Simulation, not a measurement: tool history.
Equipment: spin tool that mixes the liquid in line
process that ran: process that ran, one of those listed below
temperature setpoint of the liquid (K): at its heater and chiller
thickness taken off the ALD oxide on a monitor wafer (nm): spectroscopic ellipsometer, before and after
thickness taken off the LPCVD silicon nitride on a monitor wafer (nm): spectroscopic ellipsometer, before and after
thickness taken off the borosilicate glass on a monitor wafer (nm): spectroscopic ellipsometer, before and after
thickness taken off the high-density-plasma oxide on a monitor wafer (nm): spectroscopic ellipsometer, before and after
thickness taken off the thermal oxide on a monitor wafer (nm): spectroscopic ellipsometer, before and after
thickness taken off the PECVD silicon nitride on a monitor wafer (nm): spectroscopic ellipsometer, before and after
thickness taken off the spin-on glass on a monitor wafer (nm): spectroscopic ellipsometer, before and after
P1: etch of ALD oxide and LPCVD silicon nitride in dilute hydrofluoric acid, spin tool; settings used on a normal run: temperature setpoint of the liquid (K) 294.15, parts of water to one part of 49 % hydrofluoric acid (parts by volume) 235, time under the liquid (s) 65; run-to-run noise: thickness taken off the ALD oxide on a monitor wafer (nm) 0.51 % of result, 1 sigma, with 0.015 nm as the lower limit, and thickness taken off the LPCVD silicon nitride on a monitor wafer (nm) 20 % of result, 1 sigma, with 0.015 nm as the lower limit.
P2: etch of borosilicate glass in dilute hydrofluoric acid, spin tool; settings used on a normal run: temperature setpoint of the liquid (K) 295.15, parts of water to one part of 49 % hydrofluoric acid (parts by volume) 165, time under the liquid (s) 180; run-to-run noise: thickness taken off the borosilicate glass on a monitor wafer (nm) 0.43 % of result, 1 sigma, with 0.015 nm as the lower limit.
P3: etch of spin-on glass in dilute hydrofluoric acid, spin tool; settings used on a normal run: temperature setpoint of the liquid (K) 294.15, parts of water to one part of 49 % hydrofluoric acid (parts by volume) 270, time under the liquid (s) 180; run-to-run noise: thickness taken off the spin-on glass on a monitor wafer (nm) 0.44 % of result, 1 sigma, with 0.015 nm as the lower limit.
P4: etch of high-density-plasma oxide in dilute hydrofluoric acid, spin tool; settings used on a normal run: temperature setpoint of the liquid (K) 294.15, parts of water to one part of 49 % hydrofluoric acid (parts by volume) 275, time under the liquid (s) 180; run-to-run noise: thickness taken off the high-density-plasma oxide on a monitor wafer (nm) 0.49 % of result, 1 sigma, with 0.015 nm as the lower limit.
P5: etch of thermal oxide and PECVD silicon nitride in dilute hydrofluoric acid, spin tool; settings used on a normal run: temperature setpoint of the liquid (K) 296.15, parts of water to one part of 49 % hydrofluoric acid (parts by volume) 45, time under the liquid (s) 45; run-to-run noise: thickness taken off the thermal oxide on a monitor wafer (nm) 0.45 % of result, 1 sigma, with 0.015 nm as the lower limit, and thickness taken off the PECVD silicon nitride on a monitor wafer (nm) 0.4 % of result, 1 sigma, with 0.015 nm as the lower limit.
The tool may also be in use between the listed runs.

run   hour  process that ran  temperature setpoint of the liquid (K)  parts of water to one part of 49 % hydrofluoric acid (parts by volume)  time under the liquid (s)  thickness taken off the ALD oxide on a monitor wafer (nm)  thickness taken off the LPCVD silicon nitride on a monitor wafer (nm)  thickness taken off the borosilicate glass on a monitor wafer (nm)  thickness taken off the high-density-plasma oxide on a monitor wafer (nm)  thickness taken off the thermal oxide on a monitor wafer (nm)  thickness taken off the PECVD silicon nitride on a monitor wafer (nm)  thickness taken off the spin-on glass on a monitor wafer (nm)
  1    4.0                P1                                  294.15                                                                     235                         65                                                     6.2833                                                              1.0608e-1
  2    8.6                P2                                  295.15                                                                     165                        340                                                                                                                                                                                                33.723
  3   12.4                P4                                  294.15                                                                     275                        265                                                                                                                                                                                                                                                                           7.2368
  4   18.3                P1                                  294.15                                                                     235                         65                                                     6.2967                                                              1.4785e-1
  5   23.3                P1                                  294.15                                                                     235                         65                                                     6.2502                                                              1.2921e-1
  6   29.9                P5                                  290.15                                                                      45                         45                                                                                                                                                                                                                                                                                                                                          3.6293                                                                 3.3092
  7   37.9                P3                                  294.15                                                                     115                        180                                                                                                                                                                                                                                                                                                                                                                                                                                                                                33.853
  8   43.8                P1                                  290.15                                                                     235                         65                                                     5.4060                                                              9.0412e-2
  9   52.0                P1                                  294.15                                                                     235                         65                                                     6.3199                                                              1.2066e-1
 10   57.3                P1                                  294.15                                                                     235                         65                                                     6.2702                                                              1.1898e-1
 11   64.5                P2                                  295.15                                                                      35                        180                                                                                                                                                                                                97.881
 12   69.1                P5                                  296.15                                                                      65                         45                                                                                                                                                                                                                                                                                                                                          3.1663                                                                 3.5060
 13   74.9                P3                                  294.15                                                                     270                         40                                                                                                                                                                                                                                                                                                                                                                                                                                                                                 2.748
 14   80.2                P1                                  294.15                                                                     385                         25                                                     1.3045                                                              2.8258e-3
 15   88.0                P2                                  290.15                                                                     165                        180                                                                                                                                                                                                14.612
 16   93.5                P1                                  294.15                                                                     235                         65                                                     6.2524                                                              1.4844e-1
 17  101.5                P4                                  302.15                                                                     275                        180                                                                                                                                                                                                                                                                           6.4816
 18  107.6                P5                                  296.15                                                                      45                         80                                                                                                                                                                                                                                                                                                                                          8.3719                                                                 8.9802
 19  112.3                P1                                  294.15                                                                     235                         30                                                     2.8497                                                              6.5899e-2
 20  119.8                P1                                  294.15                                                                     235                         65                                                     6.3097                                                              1.5343e-1
 21  128.2                P4                                  294.15                                                                     485                        180                                                                                                                                                                                                                                                                           2.3274
 22  134.7                P4                                  294.15                                                                     275                        180                                                                                                                                                                                                                                                                           4.9523
 23  140.3                P1                                  294.15                                                                     365                         65                                                     3.6369                                                              7.3476e-2
 24  148.7                P2                                  295.15                                                                     165                        180                                                                                                                                                                                                17.693
 25  154.5                P1                                  294.15                                                                     235                        125                                                    12.1240                                                              2.6958e-1
 26  160.6                P1                                  294.15                                                                     115                         65                                                    14.6380                                                              2.0051e-1
 27  167.4                P5                                  296.15                                                                      45                         45                                                                                                                                                                                                                                                                                                                                          4.7284                                                                 5.0865
 28  175.9                P3                                  290.15                                                                     270                        180                                                                                                                                                                                                                                                                                                                                                                                                                                                                                10.516
 29  183.3                P3                                  294.15                                                                     270                        180                                                                                                                                                                                                                                                                                                                                                                                                                                                                                12.319
 30  188.0                P4                                  294.15                                                                     275                        180                                                                                                                                                                                                                                                                           4.9246
 31  195.1                P1                                  302.15                                                                     235                         65                                                     8.3538                                                              2.0079e-1
 32  202.4                P1                                  294.15                                                                     235                         65                                                     6.2610                                                              7.9657e-2
 33  207.6                P1                                  294.15                                                                     235                         65                                                     6.4747                                                              1.1367e-1
 34  212.3                P1                                  294.15                                                                     235                         65                                                     6.4322                                                              1.1959e-1
 35  220.2                P1                                  294.15                                                                     235                         65                                                     6.5435                                                               8.506e-2
 36  228.1                P1                                  294.15                                                                     235                         65                                                     6.6464                                                              1.2211e-1

Run 37, settings as shown, results not yet in. Your forecast:
 37  232.9                P1                                  294.15                                                                     235                         65                                                          ?                                                                      ?

Run 37 yielded thickness taken off the ALD oxide on a monitor wafer (nm) 6.6504, thickness taken off the LPCVD silicon nitride on a monitor wafer (nm) 1.5133e-1.
